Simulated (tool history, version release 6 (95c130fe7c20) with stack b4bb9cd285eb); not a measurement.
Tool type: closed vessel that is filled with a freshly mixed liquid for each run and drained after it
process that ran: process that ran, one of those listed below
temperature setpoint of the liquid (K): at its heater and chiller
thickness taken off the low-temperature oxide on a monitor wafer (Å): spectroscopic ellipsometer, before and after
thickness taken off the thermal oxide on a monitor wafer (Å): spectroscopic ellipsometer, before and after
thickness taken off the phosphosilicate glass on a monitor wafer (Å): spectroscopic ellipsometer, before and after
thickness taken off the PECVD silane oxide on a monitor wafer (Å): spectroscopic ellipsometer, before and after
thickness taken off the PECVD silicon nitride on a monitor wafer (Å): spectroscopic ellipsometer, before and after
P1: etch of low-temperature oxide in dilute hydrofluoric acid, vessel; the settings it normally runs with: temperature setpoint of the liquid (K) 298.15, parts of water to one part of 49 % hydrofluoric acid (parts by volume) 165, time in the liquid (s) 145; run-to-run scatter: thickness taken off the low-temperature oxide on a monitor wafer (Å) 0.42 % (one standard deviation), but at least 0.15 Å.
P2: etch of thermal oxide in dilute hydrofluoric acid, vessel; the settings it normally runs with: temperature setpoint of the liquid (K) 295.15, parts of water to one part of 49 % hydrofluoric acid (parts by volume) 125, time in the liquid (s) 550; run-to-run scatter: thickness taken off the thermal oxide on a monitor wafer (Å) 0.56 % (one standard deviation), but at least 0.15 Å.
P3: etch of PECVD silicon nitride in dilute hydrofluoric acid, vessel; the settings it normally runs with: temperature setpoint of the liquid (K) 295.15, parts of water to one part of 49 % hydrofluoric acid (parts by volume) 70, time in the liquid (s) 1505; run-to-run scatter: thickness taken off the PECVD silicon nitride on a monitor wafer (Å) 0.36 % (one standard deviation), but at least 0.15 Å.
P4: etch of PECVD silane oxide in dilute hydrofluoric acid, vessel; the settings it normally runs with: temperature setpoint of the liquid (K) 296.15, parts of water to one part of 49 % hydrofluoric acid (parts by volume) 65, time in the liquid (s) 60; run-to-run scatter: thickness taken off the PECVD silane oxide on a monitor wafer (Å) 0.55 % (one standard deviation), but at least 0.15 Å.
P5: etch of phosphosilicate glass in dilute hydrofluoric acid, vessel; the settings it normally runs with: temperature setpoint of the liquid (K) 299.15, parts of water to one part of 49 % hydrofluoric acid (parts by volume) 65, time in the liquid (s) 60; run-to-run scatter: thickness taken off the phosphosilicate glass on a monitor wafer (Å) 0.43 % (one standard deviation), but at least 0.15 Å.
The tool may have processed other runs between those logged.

| run | hour | process that ran | temperature setpoint of the liquid (K) | parts of water to one part of 49 % hydrofluoric acid (parts by volume) | time in the liquid (s) | hours since the thermometer was replaced | hours since the hydrofluoric acid flow meter was replaced | thickness taken off the low-temperature oxide on a monitor wafer (Å) | thickness taken off the thermal oxide on a monitor wafer (Å) | thickness taken off the phosphosilicate glass on a monitor wafer (Å) | thickness taken off the PECVD silane oxide on a monitor wafer (Å) | thickness taken off the PECVD silicon nitride on a monitor wafer (Å) |
|---|---|---|---|---|---|---|---|---|---|---|---|---|
| 1 | 8.6 | P1 | 298.15 | 165 | 145 | 1154.9 | 467.7 | 202.47 |  |  |  |  |
| 2 | 18.7 | P2 | 295.15 | 125 | 550 | 1165.0 | 477.8 |  | 188.23 |  |  |  |
| 3 | 31.7 | P5 | 299.15 | 65 | 60 | 1178.0 | 490.8 |  |  | 876.47 |  |  |
| 4 | 45.9 | P2 | 295.15 | 125 | 550 | 1192.2 | 505.0 |  | 189.48 |  |  |  |
| 5 | 55.6 | P1 | 298.15 | 165 | 225 | 1201.9 | 514.7 | 315.51 |  |  |  |  |
| 6 | 66.0 | P4 | 304.15 | 65 | 60 | 1212.3 | 525.1 |  |  |  | 483.90 |  |
| 7 | 79.4 | P1 | 298.15 | 230 | 145 | 1225.7 | 538.5 | 135.66 |  |  |  |  |
| 8 | 89.8 | P4 | 296.15 | 25 | 60 | 1236.1 | 548.9 |  |  |  | 956.50 |  |
| 9 | 103.4 | P4 | 296.15 | 65 | 30 | 1249.7 | 562.5 |  |  |  | 175.13 |  |
| 10 | 114.8 | P5 | 299.15 | 40 | 60 | 1261.1 | 573.9 |  |  | 1475.30 |  |  |
| 11 | 125.7 | P5 | 295.65 | 65 | 60 | 1272.0 | 584.8 |  |  | 757.37 |  |  |
| 12 | 133.2 | P5 | 299.15 | 65 | 60 | 1279.5 | 592.3 |  |  | 874.56 |  |  |
| 13 | 143.7 | P1 | 304.15 | 165 | 145 | 1290.0 | 602.8 | 251.55 |  |  |  |  |
| 14 | 157.1 | P3 | 295.15 | 100 | 1505 | 1303.4 | 616.2 |  |  |  |  | 341.69 |
| 15 | 170.5 | P4 | 296.15 | 65 | 60 | 1316.8 | 629.6 |  |  |  | 352.03 |  |
| 16 | 182.2 | P2 | 295.15 | 125 | 965 | 1328.5 | 641.3 |  | 334.58 |  |  |  |
| 17 | 190.7 | P1 | 290.15 | 165 | 145 | 1337.0 | 649.8 | 147.63 |  |  |  |  |
| 18 | 200.8 | P1 | 298.15 | 165 | 145 | 1347.1 | 659.9 | 203.64 |  |  |  |  |
| 19 | 211.9 | P1 | 298.15 | 165 | 145 | 1358.2 | 671.0 | 203.45 |  |  |  |  |
| 20 | 221.5 | P2 | 295.15 | 185 | 550 | 1367.8 | 680.6 |  | 119.96 |  |  |  |

Run 21 comes next. What will it give?
| 21 | 234.8 | P1 | 298.15 | 165 | 80 | 1381.1 | 693.9 | ? |  |  |  |  |

thickness taken off the low-temperature oxide on a monitor wafer (Å): 112.77
